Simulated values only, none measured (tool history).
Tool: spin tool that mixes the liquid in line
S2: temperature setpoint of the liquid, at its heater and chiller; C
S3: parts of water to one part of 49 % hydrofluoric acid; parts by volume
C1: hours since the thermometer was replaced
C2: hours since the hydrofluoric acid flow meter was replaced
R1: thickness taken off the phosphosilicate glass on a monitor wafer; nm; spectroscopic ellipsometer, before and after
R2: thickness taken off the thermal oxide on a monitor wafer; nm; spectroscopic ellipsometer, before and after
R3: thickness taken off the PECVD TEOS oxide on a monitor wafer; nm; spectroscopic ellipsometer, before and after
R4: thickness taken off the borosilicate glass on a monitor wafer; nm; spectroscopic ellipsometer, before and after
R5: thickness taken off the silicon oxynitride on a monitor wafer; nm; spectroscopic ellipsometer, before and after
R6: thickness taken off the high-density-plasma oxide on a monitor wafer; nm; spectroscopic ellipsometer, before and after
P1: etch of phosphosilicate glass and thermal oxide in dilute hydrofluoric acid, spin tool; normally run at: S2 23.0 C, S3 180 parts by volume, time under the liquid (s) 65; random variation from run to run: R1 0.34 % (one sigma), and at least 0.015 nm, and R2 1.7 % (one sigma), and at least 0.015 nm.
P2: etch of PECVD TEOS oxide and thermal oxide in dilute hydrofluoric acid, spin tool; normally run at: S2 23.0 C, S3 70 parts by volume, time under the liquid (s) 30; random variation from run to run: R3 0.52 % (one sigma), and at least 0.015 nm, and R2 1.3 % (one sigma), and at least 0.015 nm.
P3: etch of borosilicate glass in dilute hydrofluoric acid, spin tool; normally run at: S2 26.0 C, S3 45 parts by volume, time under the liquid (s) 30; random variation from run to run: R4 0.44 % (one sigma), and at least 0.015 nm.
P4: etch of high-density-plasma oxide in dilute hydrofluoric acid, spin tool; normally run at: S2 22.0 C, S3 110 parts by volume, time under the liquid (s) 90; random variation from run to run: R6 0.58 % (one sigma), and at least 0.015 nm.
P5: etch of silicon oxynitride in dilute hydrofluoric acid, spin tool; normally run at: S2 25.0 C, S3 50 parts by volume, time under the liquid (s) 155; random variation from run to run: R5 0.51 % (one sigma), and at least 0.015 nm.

Run 1, day 0.150: process that ran P1, S2 23.0 C, S3 180 parts by volume, time under the liquid (s) 65; C1 1254.4; C2 270.0. Result: R1 43.289 nm, R2 1.55100 nm.
Run 2, day 0.392: process that ran P2, S2 29.5 C, S3 70 parts by volume, time under the liquid (s) 30; C1 1260.2; C2 275.8. Result: R2 2.41320 nm, R3 9.3677 nm.
Run 3, day 0.550: process that ran P2, S2 23.0 C, S3 115 parts by volume, time under the liquid (s) 30; C1 1264.0; C2 279.6. Result: R2 1.05100 nm, R3 4.1869 nm.
Run 4, day 0.696: process that ran P1, S2 28.0 C, S3 50 parts by volume, time under the liquid (s) 65; C1 1267.5; C2 283.1. Result: R1 221.910 nm, R2 8.19200 nm.
Run 5, day 0.858: process that ran P3, S2 33.5 C, S3 45 parts by volume, time under the liquid (s) 30; C1 1271.4; C2 287.0. Result: R4 33.795 nm.
Run 6, day 1.038: process that ran P1, S2 23.0 C, S3 55 parts by volume, time under the liquid (s) 65; C1 1275.7; C2 291.3. Result: R1 163.430 nm, R2 5.66800 nm.
Run 7, day 1.271: process that ran P1, S2 23.0 C, S3 180 parts by volume, time under the liquid (s) 65; C1 1281.3; C2 296.9. Result: R1 43.144 nm, R2 1.52320 nm.
Run 8, day 1.512: process that ran P1, S2 17.0 C, S3 270 parts by volume, time under the liquid (s) 65; C1 1287.1; C2 302.7. Result: R1 21.045 nm, R2 0.73989 nm.
Run 9, day 1.692: process that ran P2, S2 23.0 C, S3 70 parts by volume, time under the liquid (s) 15; C1 1291.4; C2 307.0. Result: R2 0.97317 nm, R3 3.5872 nm.
Run 10, day 1.938: process that ran P1, S2 23.0 C, S3 180 parts by volume, time under the liquid (s) 65; C1 1297.3; C2 312.9. Result: R1 43.144 nm, R2 1.52750 nm.
Run 11, day 2.062: process that ran P1, S2 29.0 C, S3 180 parts by volume, time under the liquid (s) 65; C1 1300.3; C2 315.9. Result: R1 53.693 nm, R2 1.93380 nm.
Run 12, day 2.271: process that ran P5, S2 25.0 C, S3 50 parts by volume, time under the liquid (s) 155; C1 1305.3; C2 320.9. Result: R5 16.091 nm.
Run 13, day 2.404: process that ran P5, S2 25.0 C, S3 50 parts by volume, time under the liquid (s) 305; C1 1308.5; C2 324.1. Result: R5 31.774 nm.
Run 14, day 2.588: process that ran P5, S2 25.0 C, S3 25 parts by volume, time under the liquid (s) 155; C1 1312.9; C2 328.5. Result: R5 32.286 nm.
Run 15, day 2.792: process that ran P2, S2 23.0 C, S3 70 parts by volume, time under the liquid (s) 30; C1 1317.8; C2 333.4. Result: R2 1.87350 nm, R3 7.3165 nm.
Run 16, day 2.958: process that ran P3, S2 26.0 C, S3 45 parts by volume, time under the liquid (s) 60; C1 1321.8; C2 337.4. Result: R4 50.296 nm.
Run 17, day 3.154: process that ran P1, S2 23.0 C, S3 180 parts by volume, time under the liquid (s) 20; C1 1326.5; C2 342.1. Result: R1 13.288 nm, R2 0.45864 nm.
Run 18, day 3.346: process that ran P3, S2 26.0 C, S3 65 parts by volume, time under the liquid (s) 30; C1 1331.1; C2 346.7. Result: R4 16.987 nm.
Run 19, day 3.554: process that ran P5, S2 25.0 C, S3 50 parts by volume, time under the liquid (s) 155; C1 1336.1; C2 351.7. Result: R5 15.843 nm.
Run 20, day 3.733: process that ran P1, S2 17.0 C, S3 260 parts by volume, time under the liquid (s) 65; C1 1340.4; C2 356.0. Result: R1 21.928 nm, R2 0.77643 nm.
Run 21, day 3.979: process that ran P1, S2 23.0 C, S3 180 parts by volume, time under the liquid (s) 65; C1 1346.3; C2 361.9. Result: R1 43.334 nm, R2 1.52770 nm.
Run 22, day 4.212: process that ran P4, S2 22.0 C, S3 200 parts by volume, time under the liquid (s) 90; C1 1351.9; C2 367.5. Result: R6 2.3346 nm.
Run 23, day 4.471: process that ran P3, S2 26.0 C, S3 45 parts by volume, time under the liquid (s) 30; C1 1358.1; C2 373.7. Result: R4 25.173 nm.
Run 24, day 4.729: process that ran P4, S2 28.5 C, S3 110 parts by volume, time under the liquid (s) 90; C1 1364.3; C2 379.9. Result: R6 6.0652 nm.
Run 25, day 4.875: process that ran P1, S2 23.0 C, S3 180 parts by volume, time under the liquid (s) 65; C1 1367.8; C2 383.4. Result: R1 42.990 nm, R2 1.55120 nm.
Run 26, day 5.112: process that ran P1, S2 23.0 C, S3 180 parts by volume, time under the liquid (s) 130; C1 1373.5; C2 389.1. Result: R1 86.700 nm, R2 3.07560 nm.
Run 27, day 5.350: process that ran P1, S2 17.0 C, S3 180 parts by volume, time under the liquid (s) 65; C1 1379.2; C2 394.8. Result: R1 34.155 nm, R2 1.20080 nm.
Run 28, day 5.562: process that ran P2, S2 23.0 C, S3 70 parts by volume, time under the liquid (s) 30; C1 1384.3; C2 399.9. Result: R2 1.89970 nm, R3 7.2245 nm.
Run 29, day 5.696: process that ran P4, S2 22.0 C, S3 110 parts by volume, time under the liquid (s) 180; C1 1387.5; C2 403.1. Result: R6 9.4026 nm.
Run 30, day 5.854: process that ran P5, S2 31.0 C, S3 50 parts by volume, time under the liquid (s) 155; C1 1391.3; C2 406.9. Result: R5 21.105 nm.
Run 31, day 5.992: process that ran P3, S2 26.0 C, S3 45 parts by volume, time under the liquid (s) 30; C1 1394.6; C2 410.2. Result: R4 25.226 nm.
Run 32, day 6.196: process that ran P4, S2 22.0 C, S3 110 parts by volume, time under the liquid (s) 90; C1 1399.5; C2 415.1. Result: R6 4.8081 nm.
Run 33, day 6.458: process that ran P1, S2 23.0 C, S3 180 parts by volume, time under the liquid (s) 65; C1 1405.8; C2 421.4. Result: R1 43.175 nm, R2 1.57840 nm.

Forecast run 34:
Run 34, day 6.592: process that ran P1, S2 23.0 C, S3 330 parts by volume, time under the liquid (s) 65; C1 1409.0; C2 424.6. Result: R1 ?, R2 ?.

Run 34 gave R1 20.467 nm, R2 0.72724 nm.
